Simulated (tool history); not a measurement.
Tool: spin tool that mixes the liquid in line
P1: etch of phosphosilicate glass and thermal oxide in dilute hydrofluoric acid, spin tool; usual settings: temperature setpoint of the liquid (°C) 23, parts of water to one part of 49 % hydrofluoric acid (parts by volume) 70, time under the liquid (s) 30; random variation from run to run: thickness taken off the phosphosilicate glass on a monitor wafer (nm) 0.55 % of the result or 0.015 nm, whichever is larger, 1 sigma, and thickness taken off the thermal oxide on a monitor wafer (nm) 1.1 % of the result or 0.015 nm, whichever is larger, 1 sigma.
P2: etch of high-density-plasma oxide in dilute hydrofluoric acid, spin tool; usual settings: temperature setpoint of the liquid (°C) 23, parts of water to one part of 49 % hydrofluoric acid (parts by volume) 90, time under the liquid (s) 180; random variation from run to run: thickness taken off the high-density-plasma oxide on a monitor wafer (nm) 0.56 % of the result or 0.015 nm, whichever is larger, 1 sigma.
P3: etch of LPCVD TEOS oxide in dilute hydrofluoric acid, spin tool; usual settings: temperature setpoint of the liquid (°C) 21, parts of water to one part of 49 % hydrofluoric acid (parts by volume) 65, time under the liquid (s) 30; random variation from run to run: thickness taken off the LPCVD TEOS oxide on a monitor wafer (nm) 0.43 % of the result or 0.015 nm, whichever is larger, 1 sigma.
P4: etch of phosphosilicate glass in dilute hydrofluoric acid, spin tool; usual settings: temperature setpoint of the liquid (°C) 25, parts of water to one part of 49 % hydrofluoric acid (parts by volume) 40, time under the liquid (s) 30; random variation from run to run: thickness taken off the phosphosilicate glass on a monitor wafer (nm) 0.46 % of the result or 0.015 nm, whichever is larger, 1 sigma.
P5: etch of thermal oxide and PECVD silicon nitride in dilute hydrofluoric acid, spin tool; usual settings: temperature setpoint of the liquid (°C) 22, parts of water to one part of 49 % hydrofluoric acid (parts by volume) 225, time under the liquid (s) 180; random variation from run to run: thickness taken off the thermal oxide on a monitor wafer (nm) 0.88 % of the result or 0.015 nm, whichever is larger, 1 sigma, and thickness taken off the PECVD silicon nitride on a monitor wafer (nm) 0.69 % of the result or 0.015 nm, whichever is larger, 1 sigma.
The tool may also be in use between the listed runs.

| run | hour | process that ran | temperature setpoint of the liquid (°C) | parts of water to one part of 49 % hydrofluoric acid (parts by volume) | time under the liquid (s) | thickness taken off the phosphosilicate glass on a monitor wafer (nm) | thickness taken off the thermal oxide on a monitor wafer (nm) | thickness taken off the PECVD silicon nitride on a monitor wafer (nm) | thickness taken off the high-density-plasma oxide on a monitor wafer (nm) | thickness taken off the LPCVD TEOS oxide on a monitor wafer (nm) |
|---|---|---|---|---|---|---|---|---|---|---|
| 1 | 4.7 | P1 | 23 | 70 | 30 | 27.936 | 2.1015 |  |  |  |
| 2 | 7.3 | P1 | 23 | 95 | 30 | 19.842 | 1.5197 |  |  |  |
| 3 | 12.5 | P4 | 32.5 | 40 | 30 | 138.24 |  |  |  |  |
| 4 | 16.5 | P1 | 23 | 30 | 30 | 68.125 | 5.1707 |  |  |  |
| 5 | 20.6 | P1 | 23 | 70 | 15 | 13.851 | 1.047 |  |  |  |
| 6 | 23.9 | P5 | 22 | 225 | 180 |  | 2.9046 | 4.0366 |  |  |
| 7 | 28.5 | P2 | 23 | 90 | 100 |  |  |  | 10.375 |  |
| 8 | 33 | P1 | 23 | 70 | 30 | 27.861 | 2.0946 |  |  |  |
| 9 | 38.3 | P1 | 23 | 70 | 50 | 46.331 | 3.5045 |  |  |  |
| 10 | 41.1 | P2 | 23 | 90 | 180 |  |  |  | 18.403 |  |
| 11 | 45.3 | P5 | 22 | 395 | 180 |  | 1.4356 | 2.337 |  |  |
| 12 | 50.8 | P2 | 28.5 | 90 | 180 |  |  |  | 23.042 |  |
| 13 | 55.8 | P4 | 25 | 40 | 30 | 102.37 |  |  |  |  |
| 14 | 58.5 | P1 | 23 | 70 | 30 | 28.007 | 2.0824 |  |  |  |
| 15 | 62 | P1 | 17 | 70 | 30 | 21.571 | 1.6474 |  |  |  |
| 16 | 66.4 | P5 | 22 | 225 | 100 |  | 1.6044 | 2.1885 |  |  |
| 17 | 71.9 | P3 | 21 | 65 | 15 |  |  |  |  | 8.1761 |
| 18 | 74.5 | P1 | 23 | 70 | 30 | 27.52 | 2.092 |  |  |  |
| 19 | 78.4 | P4 | 25 | 20 | 30 | 209.89 |  |  |  |  |
| 20 | 83 | P1 | 29 | 70 | 30 | 35.305 | 2.6276 |  |  |  |
| 21 | 86.4 | P4 | 25 | 40 | 60 | 205 |  |  |  |  |
| 22 | 91.7 | P3 | 21 | 65 | 30 |  |  |  |  | 16.354 |
| 23 | 95.9 | P3 | 17 | 65 | 30 |  |  |  |  | 13.748 |
| 24 | 98.5 | P2 | 23 | 90 | 180 |  |  |  | 18.555 |  |
| 25 | 103.1 | P2 | 23 | 40 | 180 |  |  |  | 44.468 |  |
| 26 | 106 | P5 | 26.5 | 225 | 180 |  | 3.4105 | 5.3245 |  |  |
| 27 | 110.6 | P1 | 23 | 35 | 15 | 29.156 | 2.2083 |  |  |  |
| 28 | 116.4 | P1 | 23 | 70 | 30 | 27.761 | 2.094 |  |  |  |
| 29 | 120.1 | P3 | 21 | 65 | 30 |  |  |  |  | 16.436 |
| 30 | 122.7 | P3 | 21 | 20 | 30 |  |  |  |  | 56.406 |
| 31 | 127.9 | P1 | 23 | 70 | 30 | 27.93 | 2.0911 |  |  |  |
| 32 | 132.5 | P1 | 23 | 70 | 30 | 28.721 | 2.1722 |  |  |  |
| 33 | 136.2 | P1 | 23 | 70 | 30 | 28.924 | 2.1951 |  |  |  |
| 34 | 139.8 | P1 | 23 | 70 | 30 | 29.293 | 2.2167 |  |  |  |
| 35 | 144.2 | P1 | 23 | 70 | 30 | 29.473 | 2.2281 |  |  |  |
| 36 | 149.4 | P1 | 23 | 70 | 30 | 29.41 | 2.2281 |  |  |  |
| 37 | 152.5 | P1 | 23 | 70 | 30 | 29.625 | 2.1788 |  |  |  |

Run 38 comes next. What will it give?
| 38 | 156.1 | P1 | 23 | 70 | 30 | ? | ? |  |  |  |

Run 38 gave thickness taken off the phosphosilicate glass on a monitor wafer (nm) 29.933, thickness taken off the thermal oxide on a monitor wafer (nm) 2.2608.

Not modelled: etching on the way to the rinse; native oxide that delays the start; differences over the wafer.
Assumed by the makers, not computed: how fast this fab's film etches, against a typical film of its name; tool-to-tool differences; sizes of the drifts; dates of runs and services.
